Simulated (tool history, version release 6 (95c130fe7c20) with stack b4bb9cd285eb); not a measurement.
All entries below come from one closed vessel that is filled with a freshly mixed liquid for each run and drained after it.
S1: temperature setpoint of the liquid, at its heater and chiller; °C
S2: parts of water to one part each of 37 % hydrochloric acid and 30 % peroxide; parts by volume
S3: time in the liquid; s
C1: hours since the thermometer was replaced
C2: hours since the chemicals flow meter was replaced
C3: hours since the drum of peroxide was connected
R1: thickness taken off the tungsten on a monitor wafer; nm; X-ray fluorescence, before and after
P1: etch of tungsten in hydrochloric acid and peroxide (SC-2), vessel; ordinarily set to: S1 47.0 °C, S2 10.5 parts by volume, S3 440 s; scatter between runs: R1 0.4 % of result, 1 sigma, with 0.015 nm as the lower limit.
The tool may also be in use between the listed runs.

run 1 hour=9.1 | S1=47.0 S2=10.5 S3=440 | C1=1367.7 C2=248.0 C3=463.6 | R1=49.3730
run 2 hour=18.3 | S1=47.0 S2=10.5 S3=740 | C1=1376.9 C2=257.2 C3=472.8 | R1=82.9230
run 3 hour=28.7 | S1=36.0 S2=10.5 S3=440 | C1=1387.3 C2=267.6 C3=483.2 | R1=22.9220
run 4 hour=34.3 | S1=47.0 S2=10.5 S3=440 | C1=1392.9 C2=273.2 C3=488.8 | R1=49.2790
run 5 hour=42.7 | S1=47.0 S2=10.5 S3=440 | C1=1401.3 C2=281.6 C3=497.2 | R1=49.6600
run 6 hour=47.7 | S1=47.0 S2=10.5 S3=440 | C1=1406.3 C2=286.6 C3=502.2 | R1=49.5740
-- hour=52.6 new drum of peroxide connected
run 7 hour=53.7 | S1=47.0 S2=4.0 S3=440 | C1=1412.3 C2=292.6 C3=1.2 | R1=103.3700
run 8 hour=62.6 | S1=47.0 S2=15.0 S3=440 | C1=1421.2 C2=301.5 C3=10.1 | R1=36.2610
run 9 hour=69.1 | S1=47.0 S2=16.0 S3=705 | C1=1427.7 C2=308.0 C3=16.6 | R1=54.8800
run 10 hour=75.5 | S1=47.0 S2=10.5 S3=440 | C1=1434.1 C2=314.4 C3=23.0 | R1=49.6080
run 11 hour=80.1 | S1=47.0 S2=10.5 S3=30 | C1=1438.7 C2=319.0 C3=27.6 | R1=3.3745
run 12 hour=87.2 | S1=61.0 S2=4.5 S3=440 | C1=1445.8 C2=326.1 C3=34.7 | R1=236.7200
run 13 hour=96.2 | S1=40.0 S2=17.0 S3=440 | C1=1454.8 C2=335.1 C3=43.7 | R1=20.0640
run 14 hour=106.5 | S1=62.5 S2=10.5 S3=440 | C1=1465.1 C2=345.4 C3=54.0 | R1=135.1300
run 15 hour=115.0 | S1=47.0 S2=10.5 S3=440 | C1=1473.6 C2=353.9 C3=62.5 | R1=49.6840
run 16 hour=124.1 | S1=47.0 S2=10.5 S3=440 | C1=1482.7 C2=363.0 C3=71.6 | R1=51.7180
run 17 hour=130.1 | S1=47.0 S2=10.5 S3=440 | C1=1488.7 C2=369.0 C3=77.6 | R1=52.4160
run 18 hour=139.8 | S1=47.0 S2=10.5 S3=440 | C1=1498.4 C2=378.7 C3=87.3 | R1=53.2550
run 19 hour=147.7 | S1=47.0 S2=10.5 S3=440 | C1=1506.3 C2=386.6 C3=95.2 | R1=53.1840
run 20 hour=153.2 | S1=47.0 S2=10.5 S3=440 | C1=1511.8 C2=392.1 C3=100.7 | R1=53.6970
run 21 hour=162.3 | S1=47.0 S2=10.5 S3=440 | C1=1520.9 C2=401.2 C3=109.8 | R1=53.3400

What P1 gives has crept off from where it sat before. The 2 causes that follow fit the log equally well, each at the size noted:
A: liquid hotter than its thermometer reads (K) = 1.15
B: chemicals flow above the setpoint (%) = 9.75
The process output started creeping at around hour 115.0.
Ruled out, with reasons:
peroxide weaker than its label (%): at its largest 8, which would move R1 by -7.4 %, too little to match the creep or of the wrong sign

Each of the check runs listed below is run on 2 wafers and reports their average, with the results left as question marks. Pick the one under which the possible causes would lead to clearly different results.
run check 1 hour=171.4 | S1=60.5 S2=10.5 S3=30 | R1=?
run check 2 hour=171.4 | S1=53.5 S2=10.5 S3=50 | R1=?
run check 3 hour=171.4 | S1=61.0 S2=10.5 S3=115 | R1=?
run check 4 hour=171.4 | S1=38.5 S2=4.0 S3=440 | R1=?

Expected result of each check under each candidate cause:
check=check_1 result=R1 if_A=8.7371 if_B=8.7888
check=check_2 result=R1 if_A=9.3400 if_B=9.3661
check=check_3 result=R1 if_A=34.5470 if_B=34.7590
check=check_4 result=R1 if_A=61.8340 if_B=60.5400
Distance between the nearest two causes, measured in the result of the check that separates them most: check 1 0.59 %; check 2 0.28 %; check 3 0.61 %; check 4 2.11 %
Check 4 is the one run that separates the causes; every other check would come out nearly the same whichever cause is at work.

The results of check 4 are: R1 60.5040 nm. Based on these, which of the listed causes is it?

It is B: chemicals flow above the setpoint (%).

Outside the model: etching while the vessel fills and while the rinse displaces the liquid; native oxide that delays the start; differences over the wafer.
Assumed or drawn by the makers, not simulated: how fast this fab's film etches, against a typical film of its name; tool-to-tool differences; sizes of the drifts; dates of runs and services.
